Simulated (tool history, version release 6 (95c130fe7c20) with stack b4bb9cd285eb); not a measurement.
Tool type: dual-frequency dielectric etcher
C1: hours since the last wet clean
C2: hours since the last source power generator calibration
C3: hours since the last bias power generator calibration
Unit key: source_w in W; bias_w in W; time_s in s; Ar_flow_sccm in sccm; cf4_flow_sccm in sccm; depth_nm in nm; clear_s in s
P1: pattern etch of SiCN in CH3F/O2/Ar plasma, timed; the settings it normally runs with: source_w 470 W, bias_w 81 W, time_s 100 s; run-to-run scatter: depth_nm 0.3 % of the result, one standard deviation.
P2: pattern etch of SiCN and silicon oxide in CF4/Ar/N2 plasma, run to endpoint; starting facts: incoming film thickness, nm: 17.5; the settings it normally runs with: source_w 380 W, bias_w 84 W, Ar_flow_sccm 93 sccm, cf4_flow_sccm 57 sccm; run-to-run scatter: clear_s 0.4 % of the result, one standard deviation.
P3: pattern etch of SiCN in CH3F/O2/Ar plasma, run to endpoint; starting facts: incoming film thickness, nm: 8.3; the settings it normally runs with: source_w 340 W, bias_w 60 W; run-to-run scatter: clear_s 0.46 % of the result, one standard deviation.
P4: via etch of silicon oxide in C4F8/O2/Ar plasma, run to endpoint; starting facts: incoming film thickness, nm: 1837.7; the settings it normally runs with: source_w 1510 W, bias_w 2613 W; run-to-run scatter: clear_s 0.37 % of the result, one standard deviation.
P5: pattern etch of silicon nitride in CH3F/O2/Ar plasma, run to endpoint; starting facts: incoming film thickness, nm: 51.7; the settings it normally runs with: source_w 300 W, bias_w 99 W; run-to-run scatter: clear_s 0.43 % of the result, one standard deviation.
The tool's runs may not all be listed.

{"run": 1, "hour": 5.4, "process": "P1", "source_w": 470, "bias_w": 81, "time_s": 100, "C1": 315.1, "C2": 1915.6, "C3": 934.5, "depth_nm": 41.807}
{"run": 2, "hour": 11.0, "process": "P3", "source_w": 340, "bias_w": 80, "C1": 320.7, "C2": 1921.2, "C3": 940.1, "clear_s": 22.723}
{"run": 3, "hour": 18.8, "process": "P5", "source_w": 300, "bias_w": 99, "C1": 328.5, "C2": 1929, "C3": 947.9, "clear_s": 75.377}
{"run": 4, "hour": 27.3, "process": "P5", "source_w": 190, "bias_w": 99, "C1": 337, "C2": 1937.5, "C3": 956.4, "clear_s": 88.89}
{"run": 5, "hour": 33.3, "process": "P2", "source_w": 380, "bias_w": 84, "Ar_flow_sccm": 93, "cf4_flow_sccm": 57, "C1": 343, "C2": 1943.5, "C3": 962.4, "clear_s": 22.452}
{"run": 6, "hour": 40.9, "process": "P3", "source_w": 420, "bias_w": 60, "C1": 350.6, "C2": 1951.1, "C3": 970, "clear_s": 23.28}
{"run": 7, "hour": 47.4, "process": "P2", "source_w": 380, "bias_w": 84, "Ar_flow_sccm": 93, "cf4_flow_sccm": 57, "C1": 357.1, "C2": 1957.6, "C3": 976.5, "clear_s": 22.562}
{"run": 8, "hour": 56.0, "process": "P1", "source_w": 340, "bias_w": 81, "time_s": 100, "C1": 365.7, "C2": 1966.2, "C3": 985.1, "depth_nm": 36.934}
{"run": 9, "hour": 62.4, "process": "P1", "source_w": 470, "bias_w": 81, "time_s": 100, "C1": 372.1, "C2": 1972.6, "C3": 991.5, "depth_nm": 41.659}
{"run": 10, "hour": 72.8, "process": "P3", "source_w": 340, "bias_w": 60, "C1": 382.5, "C2": 1983, "C3": 1001.9, "clear_s": 25.156}
{"run": 11, "hour": 84.1, "process": "P4", "source_w": 1510, "bias_w": 2613, "C1": 393.8, "C2": 1994.3, "C3": 1013.2, "clear_s": 368.77}
{"run": 12, "hour": 91.4, "process": "P5", "source_w": 300, "bias_w": 126, "C1": 401.1, "C2": 2001.6, "C3": 1020.5, "clear_s": 68.521}
{"run": 13, "hour": 96.5, "process": "P1", "source_w": 390, "bias_w": 58, "time_s": 100, "C1": 406.2, "C2": 2006.7, "C3": 1025.6, "depth_nm": 34.512}
{"run": 14, "hour": 102.6, "process": "P1", "source_w": 470, "bias_w": 114, "time_s": 100, "C1": 412.3, "C2": 2012.8, "C3": 1031.7, "depth_nm": 47.52}
{"run": 15, "hour": 112.9, "process": "P4", "source_w": 1000, "bias_w": 2613, "C1": 422.6, "C2": 2023.1, "C3": 1042, "clear_s": 429}
{"run": 16, "hour": 118.5, "process": "P4", "source_w": 1510, "bias_w": 3226, "C1": 428.2, "C2": 2028.7, "C3": 1047.6, "clear_s": 343.13}
{"run": 17, "hour": 128.8, "process": "P1", "source_w": 470, "bias_w": 81, "time_s": 100, "C1": 438.5, "C2": 2039, "C3": 1057.9, "depth_nm": 41.943}
{"run": 18, "hour": 137.2, "process": "P1", "source_w": 470, "bias_w": 81, "time_s": 100, "C1": 446.9, "C2": 2047.4, "C3": 1066.3, "depth_nm": 41.696}
{"run": 19, "hour": 142.9, "process": "P1", "source_w": 470, "bias_w": 48, "time_s": 100, "C1": 452.6, "C2": 2053.1, "C3": 1072, "depth_nm": 34.888}
{"run": 20, "hour": 148.9, "process": "P2", "source_w": 380, "bias_w": 84, "Ar_flow_sccm": 93, "cf4_flow_sccm": 74, "C1": 458.6, "C2": 2059.1, "C3": 1078, "clear_s": 21.923}
{"run": 21, "hour": 154.9, "process": "P2", "source_w": 280, "bias_w": 84, "Ar_flow_sccm": 93, "cf4_flow_sccm": 57, "C1": 464.6, "C2": 2065.1, "C3": 1084, "clear_s": 29.392}
{"run": 22, "hour": 165.5, "process": "P4", "source_w": 1510, "bias_w": 2613, "C1": 475.2, "C2": 2075.7, "C3": 1094.6, "clear_s": 367.55}
{"run": 23, "hour": 174.0, "process": "P1", "source_w": 470, "bias_w": 81, "time_s": 100, "C1": 483.7, "C2": 2084.2, "C3": 1103.1, "depth_nm": 41.65}
{"run": 24, "hour": 185.3, "process": "P3", "source_w": 340, "bias_w": 60, "C1": 495, "C2": 2095.5, "C3": 1114.4, "clear_s": 25.114}
{"run": 25, "hour": 195.0, "process": "P1", "source_w": 470, "bias_w": 81, "time_s": 148.5, "C1": 504.7, "C2": 2105.2, "C3": 1124.1, "depth_nm": 61.793}
{"run": 26, "hour": 201.3, "process": "P1", "source_w": 470, "bias_w": 81, "time_s": 59, "C1": 511, "C2": 2111.5, "C3": 1130.4, "depth_nm": 24.609}
{"run": 27, "hour": 209.6, "process": "P2", "source_w": 380, "bias_w": 65, "Ar_flow_sccm": 93, "cf4_flow_sccm": 57, "C1": 519.3, "C2": 2119.8, "C3": 1138.7, "clear_s": 24.799}
{"run": 28, "hour": 215.7, "process": "P1", "source_w": 570, "bias_w": 81, "time_s": 100, "C1": 525.4, "C2": 2125.9, "C3": 1144.8, "depth_nm": 44.684}
{"run": 29, "hour": 222.6, "process": "P2", "source_w": 380, "bias_w": 84, "Ar_flow_sccm": 63, "cf4_flow_sccm": 57, "C1": 532.3, "C2": 2132.8, "C3": 1151.7, "clear_s": 21.364}
{"run": 30, "hour": 231.6, "process": "P1", "source_w": 470, "bias_w": 81, "time_s": 100, "C1": 541.3, "C2": 2141.8, "C3": 1160.7, "depth_nm": 41.742}
{"run": 31, "hour": 240.6, "process": "P1", "source_w": 470, "bias_w": 81, "time_s": 100, "C1": 550.3, "C2": 2150.8, "C3": 1169.7, "depth_nm": 41.674}
{"run": 32, "hour": 246.1, "process": "P1", "source_w": 470, "bias_w": 81, "time_s": 100, "C1": 555.8, "C2": 2156.3, "C3": 1175.2, "depth_nm": 42.039}
{"run": 33, "hour": 257.0, "process": "P1", "source_w": 470, "bias_w": 81, "time_s": 100, "C1": 566.7, "C2": 2167.2, "C3": 1186.1, "depth_nm": 41.948}
{"run": 34, "hour": 263.0, "process": "P1", "source_w": 470, "bias_w": 81, "time_s": 100, "C1": 572.7, "C2": 2173.2, "C3": 1192.1, "depth_nm": 42.218}
{"run": 35, "hour": 272.9, "process": "P1", "source_w": 470, "bias_w": 81, "time_s": 100, "C1": 582.6, "C2": 2183.1, "C3": 1202, "depth_nm": 42.193}
{"run": 36, "hour": 280.1, "process": "P1", "source_w": 470, "bias_w": 81, "time_s": 100, "C1": 589.8, "C2": 2190.3, "C3": 1209.2, "depth_nm": 42.386}
{"hour": 284.0, "done": "wet clean of the chamber"}
{"run": 37, "hour": 288.5, "process": "P1", "source_w": 470, "bias_w": 81, "time_s": 100, "C1": 4.5, "C2": 2198.7, "C3": 1217.6, "depth_nm": 42.258}
{"run": 38, "hour": 294.0, "process": "P1", "source_w": 470, "bias_w": 81, "time_s": 100, "C1": 10, "C2": 2204.2, "C3": 1223.1, "depth_nm": 42.178}
{"run": 39, "hour": 301.6, "process": "P1", "source_w": 470, "bias_w": 81, "time_s": 100, "C1": 17.6, "C2": 2211.8, "C3": 1230.7, "depth_nm": 42.287}

What P1 gives has crept off from where it sat before. The 2 causes that follow fit the log equally well, each at the size noted:
A: source power that arrives over what is set, % = 4.11
B: bias power that arrives over what is set, % = 4.29
The gradual shift began around hour 231.6.
Other possible causes, and why each is ruled out:
chamber walls in a state that raises the etch rate, %: serviced at hour 284, after the drift had started, without restoring the earlier output

4 check runs are offered, each on 2 wafers whose results are averaged, their results left as question marks. Which one tells the causes apart?
{"run": "check 1", "hour": 309.2, "process": "P4", "source_w": 1510, "bias_w": 2613, "clear_s": "?"}
{"run": "check 2", "hour": 309.2, "process": "P5", "source_w": 300, "bias_w": 99, "clear_s": "?"}
{"run": "check 3", "hour": 309.2, "process": "P2", "source_w": 380, "bias_w": 84, "Ar_flow_sccm": 93, "cf4_flow_sccm": 57, "clear_s": "?"}
{"run": "check 4", "hour": 309.2, "process": "P3", "source_w": 340, "bias_w": 60, "clear_s": "?"}

Expected result of each check under each candidate cause:
check=check_1 result=clear_s if_A=361.32 if_B=362.31
check=check_2 result=clear_s if_A=74.295 if_B=74.236
check=check_3 result=clear_s if_A=21.799 if_B=22.242
check=check_4 result=clear_s if_A=24.825 if_B=24.845
Minimum pairwise separation of causes per check, each pair taken at its best-separating result: check 1 0.27 %; check 2 0.08 %; check 3 2.01 %; check 4 0.08 %
Only in check 3 would the causes give clearly different results; in the remaining checks their results would be nearly the same.

Then check 3 was run and gave: clear_s 22.185 s. Which cause is it?

Of the candidate causes, it is B: bias power that arrives over what is set, %.
